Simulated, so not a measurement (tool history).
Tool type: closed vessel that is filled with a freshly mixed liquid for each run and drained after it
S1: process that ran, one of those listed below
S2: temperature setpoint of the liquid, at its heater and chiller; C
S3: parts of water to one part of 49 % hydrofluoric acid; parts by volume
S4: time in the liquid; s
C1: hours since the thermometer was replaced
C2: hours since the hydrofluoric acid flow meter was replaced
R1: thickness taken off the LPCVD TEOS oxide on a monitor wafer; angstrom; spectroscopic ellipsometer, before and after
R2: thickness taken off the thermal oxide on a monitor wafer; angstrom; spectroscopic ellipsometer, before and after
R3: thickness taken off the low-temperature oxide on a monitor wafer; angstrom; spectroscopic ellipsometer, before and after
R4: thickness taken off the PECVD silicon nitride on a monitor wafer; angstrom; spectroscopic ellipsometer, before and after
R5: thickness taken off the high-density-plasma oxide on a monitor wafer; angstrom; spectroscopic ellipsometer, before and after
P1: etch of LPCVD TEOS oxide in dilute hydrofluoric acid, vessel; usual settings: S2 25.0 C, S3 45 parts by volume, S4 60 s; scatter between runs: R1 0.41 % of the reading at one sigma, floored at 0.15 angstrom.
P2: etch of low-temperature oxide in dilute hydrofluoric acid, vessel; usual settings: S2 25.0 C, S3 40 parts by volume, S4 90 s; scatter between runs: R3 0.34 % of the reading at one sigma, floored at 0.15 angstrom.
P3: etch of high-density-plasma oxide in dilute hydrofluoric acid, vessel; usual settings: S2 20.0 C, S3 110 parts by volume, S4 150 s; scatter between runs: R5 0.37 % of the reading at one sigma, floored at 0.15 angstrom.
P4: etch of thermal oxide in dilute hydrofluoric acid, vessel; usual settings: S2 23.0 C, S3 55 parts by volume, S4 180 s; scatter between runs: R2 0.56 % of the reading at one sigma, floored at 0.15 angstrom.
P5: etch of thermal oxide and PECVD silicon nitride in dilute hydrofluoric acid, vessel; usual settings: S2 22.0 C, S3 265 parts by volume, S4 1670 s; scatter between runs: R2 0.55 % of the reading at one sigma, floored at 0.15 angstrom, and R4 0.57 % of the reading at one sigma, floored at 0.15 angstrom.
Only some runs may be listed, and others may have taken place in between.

{"run": 1, "day": 0.2, "S1": "P1", "S2": 25.0, "S3": 45, "S4": 60, "C1": 1866.5, "C2": 602.4, "R1": 505.09}
{"run": 2, "day": 0.458, "S1": "P1", "S2": 25.0, "S3": 45, "S4": 60, "C1": 1872.7, "C2": 608.6, "R1": 501.32}
{"run": 3, "day": 0.604, "S1": "P4", "S2": 23.0, "S3": 55, "S4": 40, "C1": 1876.2, "C2": 612.1, "R2": 32.253}
{"run": 4, "day": 0.796, "S1": "P2", "S2": 25.0, "S3": 40, "S4": 30, "C1": 1880.8, "C2": 616.7, "R3": 118.23}
{"run": 5, "day": 1.054, "S1": "P2", "S2": 18.5, "S3": 40, "S4": 90, "C1": 1887.0, "C2": 622.9, "R3": 270.26}
{"run": 6, "day": 1.217, "S1": "P2", "S2": 25.0, "S3": 40, "S4": 90, "C1": 1890.9, "C2": 626.8, "R3": 354.73}
{"run": 7, "day": 1.492, "S1": "P1", "S2": 20.0, "S3": 45, "S4": 60, "C1": 1897.5, "C2": 633.4, "R1": 407.4}
{"run": 8, "day": 1.625, "S1": "P1", "S2": 25.0, "S3": 20, "S4": 60, "C1": 1900.7, "C2": 636.6, "R1": 1176.3}
{"run": 9, "day": 1.771, "S1": "P1", "S2": 25.0, "S3": 65, "S4": 60, "C1": 1904.2, "C2": 640.1, "R1": 340.03}
{"run": 10, "day": 2.054, "S1": "P5", "S2": 22.0, "S3": 265, "S4": 1670, "C1": 1911.0, "C2": 646.9, "R2": 221.22, "R4": 327.93}
{"run": 11, "day": 2.288, "S1": "P2", "S2": 25.0, "S3": 40, "S4": 90, "C1": 1916.6, "C2": 652.5, "R3": 352.72}
{"run": 12, "day": 2.467, "S1": "P4", "S2": 23.0, "S3": 20, "S4": 180, "C1": 1920.9, "C2": 656.8, "R2": 424.4}
{"run": 13, "day": 2.725, "S1": "P1", "S2": 29.5, "S3": 45, "S4": 60, "C1": 1927.1, "C2": 663.0, "R1": 603.61}
{"run": 14, "day": 2.942, "S1": "P1", "S2": 25.0, "S3": 45, "S4": 60, "C1": 1932.3, "C2": 668.2, "R1": 502.91}
{"run": 15, "day": 3.192, "S1": "P5", "S2": 22.0, "S3": 75, "S4": 1670, "C1": 1938.3, "C2": 674.2, "R2": 956.4, "R4": 1112.9}
{"run": 16, "day": 3.479, "S1": "P4", "S2": 17.0, "S3": 55, "S4": 180, "C1": 1945.2, "C2": 681.1, "R2": 113.54}
{"run": 17, "day": 3.638, "S1": "P2", "S2": 25.0, "S3": 20, "S4": 90, "C1": 1949.0, "C2": 684.9, "R3": 728.5}
{"run": 18, "day": 3.917, "S1": "P5", "S2": 17.0, "S3": 265, "S4": 1670, "C1": 1955.7, "C2": 691.6, "R2": 183.69, "R4": 235.16}
{"run": 19, "day": 4.088, "S1": "P1", "S2": 25.0, "S3": 45, "S4": 60, "C1": 1959.8, "C2": 695.7, "R1": 508.54}
{"run": 20, "day": 4.262, "S1": "P1", "S2": 25.0, "S3": 45, "S4": 60, "C1": 1964.0, "C2": 699.9, "R1": 506.16}
{"run": 21, "day": 4.396, "S1": "P1", "S2": 25.0, "S3": 45, "S4": 95, "C1": 1967.2, "C2": 703.1, "R1": 798.59}
{"run": 22, "day": 4.671, "S1": "P1", "S2": 25.0, "S3": 45, "S4": 60, "C1": 1973.8, "C2": 709.7, "R1": 502.88}
{"run": 23, "day": 4.929, "S1": "P3", "S2": 20.0, "S3": 110, "S4": 150, "C1": 1980.0, "C2": 715.9, "R5": 106.6}
{"run": 24, "day": 5.154, "S1": "P3", "S2": 17.0, "S3": 110, "S4": 150, "C1": 1985.4, "C2": 721.3, "R5": 93.706}
{"run": 25, "day": 5.325, "S1": "P3", "S2": 20.0, "S3": 110, "S4": 85, "C1": 1989.5, "C2": 725.4, "R5": 60.527}
{"run": 26, "day": 5.525, "S1": "P4", "S2": 23.0, "S3": 55, "S4": 180, "C1": 1994.3, "C2": 730.2, "R2": 145.19}
{"run": 27, "day": 5.783, "S1": "P3", "S2": 20.0, "S3": 170, "S4": 150, "C1": 2000.5, "C2": 736.4, "R5": 64.952}
{"run": 28, "day": 5.992, "S1": "P1", "S2": 25.0, "S3": 45, "S4": 30, "C1": 2005.5, "C2": 741.4, "R1": 253.49}
{"run": 29, "day": 6.2, "S1": "P5", "S2": 22.0, "S3": 265, "S4": 2405, "C1": 2010.5, "C2": 746.4, "R2": 322.28, "R4": 467.54}
{"run": 30, "day": 6.467, "S1": "P1", "S2": 20.0, "S3": 25, "S4": 60, "C1": 2016.9, "C2": 752.8, "R1": 753.32}
{"run": 31, "day": 6.658, "S1": "P1", "S2": 19.5, "S3": 65, "S4": 60, "C1": 2021.5, "C2": 757.4, "R1": 271.98}
{"run": 32, "day": 6.804, "S1": "P1", "S2": 25.0, "S3": 45, "S4": 60, "C1": 2025.0, "C2": 760.9, "R1": 502.83}
{"run": 33, "day": 7.0, "S1": "P1", "S2": 25.0, "S3": 45, "S4": 60, "C1": 2029.7, "C2": 765.6, "R1": 516.68}
{"run": 34, "day": 7.196, "S1": "P1", "S2": 25.0, "S3": 45, "S4": 60, "C1": 2034.4, "C2": 770.3, "R1": 526.96}
{"run": 35, "day": 7.421, "S1": "P1", "S2": 25.0, "S3": 45, "S4": 60, "C1": 2039.8, "C2": 775.7, "R1": 533.73}
{"run": 36, "day": 7.592, "S1": "P1", "S2": 25.0, "S3": 45, "S4": 60, "C1": 2043.9, "C2": 779.8, "R1": 536.63}
{"run": 37, "day": 7.771, "S1": "P1", "S2": 25.0, "S3": 45, "S4": 60, "C1": 2048.2, "C2": 784.1, "R1": 543.53}
{"run": 38, "day": 8.004, "S1": "P1", "S2": 25.0, "S3": 45, "S4": 60, "C1": 2053.8, "C2": 789.7, "R1": 550.06}
{"run": 39, "day": 8.225, "S1": "P1", "S2": 25.0, "S3": 45, "S4": 60, "C1": 2059.1, "C2": 795.0, "R1": 544.56}
{"run": 40, "day": 8.412, "S1": "P1", "S2": 25.0, "S3": 45, "S4": 60, "C1": 2063.6, "C2": 799.5, "R1": 549.57}
{"run": 41, "day": 8.571, "S1": "P1", "S2": 25.0, "S3": 45, "S4": 60, "C1": 2067.4, "C2": 803.3, "R1": 550.83}
{"run": 42, "day": 8.8, "S1": "P1", "S2": 25.0, "S3": 45, "S4": 60, "C1": 2072.9, "C2": 808.8, "R1": 548.1}
{"run": 43, "day": 9.054, "S1": "P1", "S2": 25.0, "S3": 45, "S4": 60, "C1": 2079.0, "C2": 814.9, "R1": 552.78}

P1 has crept away from where it was. The log is fitted equally well by each of these 2 causes, at the sizes shown:
A: hydrofluoric acid flow above the setpoint (%) = 8.37
B: liquid hotter than its thermometer reads (K) = 2.1
Creep in the process output first set in at about day 6.804.

4 check runs are offered, one wafer each, their results left as question marks. Which one tells the causes apart?
{"run": "check 1", "day": 9.308, "S1": "P4", "S2": 23.0, "S3": 55, "S4": 180, "R2": "?"}
{"run": "check 2", "day": 9.308, "S1": "P2", "S2": 25.0, "S3": 40, "S4": 90, "R3": "?"}
{"run": "check 3", "day": 9.308, "S1": "P3", "S2": 20.0, "S3": 110, "S4": 150, "R5": "?"}
{"run": "check 4", "day": 9.308, "S1": "P5", "S2": 22.0, "S3": 265, "S4": 1670, "R2": "?", "R4": "?"}

How each check would come out, cause by cause:
check=check_1 result=R2 if_A=158.970 if_B=159.000
check=check_2 result=R3 if_A=386.33 if_B=386.76
check=check_3 result=R5 if_A=116.850 if_B=116.270
check=check_4 result=R2 if_A=245.480 if_B=239.440
check=check_4 result=R4 if_A=352.76 if_B=371.65
Smallest distance between any two causes, each pair judged by its most separating result, in per cent: check 1 0.01 %; check 2 0.11 %; check 3 0.5 %; check 4 5.22 %
Check 4 tells the causes apart: in the others they would give nearly the same result.

Check 4 has now been run. It gave: R2 238.860 angstrom; R4 370.44 angstrom. Which of the candidate causes is it?

The correct cause is B, namely: liquid hotter than its thermometer reads (K).
